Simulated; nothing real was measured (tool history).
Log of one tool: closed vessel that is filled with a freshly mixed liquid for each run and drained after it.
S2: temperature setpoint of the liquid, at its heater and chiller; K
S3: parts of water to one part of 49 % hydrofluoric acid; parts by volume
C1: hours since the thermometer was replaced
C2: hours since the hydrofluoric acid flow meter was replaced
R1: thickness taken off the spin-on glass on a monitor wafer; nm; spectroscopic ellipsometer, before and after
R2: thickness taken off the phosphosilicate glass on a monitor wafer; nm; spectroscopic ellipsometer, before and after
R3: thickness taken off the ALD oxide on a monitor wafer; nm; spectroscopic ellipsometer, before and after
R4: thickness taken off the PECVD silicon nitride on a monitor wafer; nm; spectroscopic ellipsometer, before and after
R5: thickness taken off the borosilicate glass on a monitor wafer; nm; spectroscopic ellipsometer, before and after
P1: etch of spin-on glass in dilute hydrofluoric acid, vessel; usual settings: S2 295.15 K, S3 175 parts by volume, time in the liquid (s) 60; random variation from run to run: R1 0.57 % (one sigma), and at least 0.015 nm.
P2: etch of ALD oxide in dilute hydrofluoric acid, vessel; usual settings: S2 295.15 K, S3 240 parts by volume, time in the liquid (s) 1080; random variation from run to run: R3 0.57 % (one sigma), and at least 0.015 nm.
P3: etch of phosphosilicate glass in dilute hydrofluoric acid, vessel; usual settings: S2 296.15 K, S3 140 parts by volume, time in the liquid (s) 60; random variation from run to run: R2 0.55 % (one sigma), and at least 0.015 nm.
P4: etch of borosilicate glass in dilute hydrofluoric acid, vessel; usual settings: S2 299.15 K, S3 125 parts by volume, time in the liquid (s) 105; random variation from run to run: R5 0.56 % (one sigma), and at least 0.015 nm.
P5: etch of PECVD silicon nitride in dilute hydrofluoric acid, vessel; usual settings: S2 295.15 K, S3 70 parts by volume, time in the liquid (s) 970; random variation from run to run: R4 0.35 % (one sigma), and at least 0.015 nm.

Run 1, hour 5.3: process that ran P1, S2 295.15 K, S3 175 parts by volume, time in the liquid (s) 60; C1 1296.8; C2 582.9. Result: R1 11.382 nm.
Run 2, hour 8.6: process that ran P1, S2 302.15 K, S3 100 parts by volume, time in the liquid (s) 60; C1 1300.1; C2 586.2. Result: R1 28.616 nm.
Run 3, hour 12.1: process that ran P3, S2 296.15 K, S3 140 parts by volume, time in the liquid (s) 85; C1 1303.6; C2 589.7. Result: R2 73.095 nm.
Run 4, hour 15.6: process that ran P1, S2 295.15 K, S3 175 parts by volume, time in the liquid (s) 90; C1 1307.1; C2 593.2. Result: R1 17.207 nm.
Run 5, hour 18.6: process that ran P1, S2 295.15 K, S3 175 parts by volume, time in the liquid (s) 60; C1 1310.1; C2 596.2. Result: R1 11.415 nm.
Run 6, hour 22.8: process that ran P2, S2 291.65 K, S3 240 parts by volume, time in the liquid (s) 1080; C1 1314.3; C2 600.4. Result: R3 32.61 nm.
Run 7, hour 27.1: process that ran P5, S2 295.15 K, S3 70 parts by volume, time in the liquid (s) 970; C1 1318.6; C2 604.7. Result: R4 32.15 nm.
Run 8, hour 29.5: process that ran P3, S2 296.15 K, S3 230 parts by volume, time in the liquid (s) 60; C1 1321; C2 607.1. Result: R2 28.357 nm.
Run 9, hour 34.3: process that ran P1, S2 290.15 K, S3 175 parts by volume, time in the liquid (s) 60; C1 1325.8; C2 611.9. Result: R1 9.2903 nm.
Run 10, hour 39: process that ran P4, S2 299.15 K, S3 125 parts by volume, time in the liquid (s) 105; C1 1330.5; C2 616.6. Result: R5 43.133 nm.
Run 11, hour 44.2: process that ran P2, S2 295.15 K, S3 240 parts by volume, time in the liquid (s) 1615; C1 1335.7; C2 621.8. Result: R3 55.388 nm.
Run 12, hour 49.5: process that ran P3, S2 301.65 K, S3 140 parts by volume, time in the liquid (s) 60; C1 1341; C2 627.1. Result: R2 63.098 nm.
Run 13, hour 54.1: process that ran P1, S2 295.15 K, S3 175 parts by volume, time in the liquid (s) 60; C1 1345.6; C2 631.7. Result: R1 11.43 nm.
Run 14, hour 58: process that ran P1, S2 295.15 K, S3 110 parts by volume, time in the liquid (s) 90; C1 1349.5; C2 635.6. Result: R1 29.419 nm.
Run 15, hour 63.3: process that ran P4, S2 299.15 K, S3 195 parts by volume, time in the liquid (s) 105; C1 1354.8; C2 640.9. Result: R5 25.49 nm.
Run 16, hour 68.2: process that ran P1, S2 302.15 K, S3 175 parts by volume, time in the liquid (s) 60; C1 1359.7; C2 645.8. Result: R1 14.742 nm.
Run 17, hour 71.6: process that ran P2, S2 295.15 K, S3 240 parts by volume, time in the liquid (s) 1080; C1 1363.1; C2 649.2. Result: R3 37.094 nm.
Run 18, hour 75.1: process that ran P5, S2 295.15 K, S3 70 parts by volume, time in the liquid (s) 30; C1 1366.6; C2 652.7. Result: R4 1.0384 nm.
Run 19, hour 79.9: process that ran P1, S2 295.15 K, S3 175 parts by volume, time in the liquid (s) 60; C1 1371.4; C2 657.5. Result: R1 11.467 nm.
Run 20, hour 82.7: process that ran P2, S2 295.15 K, S3 240 parts by volume, time in the liquid (s) 1080; C1 1374.2; C2 660.3. Result: R3 37.281 nm.
Run 21, hour 85.9: process that ran P1, S2 295.15 K, S3 175 parts by volume, time in the liquid (s) 30; C1 1377.4; C2 663.5. Result: R1 5.7618 nm.
At hour 86.5: hydrofluoric acid flow meter replaced.
Run 22, hour 88.3: process that ran P3, S2 296.15 K, S3 140 parts by volume, time in the liquid (s) 60; C1 1379.8; C2 1.9. Result: R2 51.793 nm.
Run 23, hour 92.4: process that ran P5, S2 295.15 K, S3 30 parts by volume, time in the liquid (s) 970; C1 1383.9; C2 6. Result: R4 73.446 nm.

The next listed run, before its measurement:
Run 24, hour 97.7: process that ran P1, S2 295.15 K, S3 90 parts by volume, time in the liquid (s) 60; C1 1389.2; C2 11.3. Result: R1 ?.

{"run 24": {"R1": 24.559}}
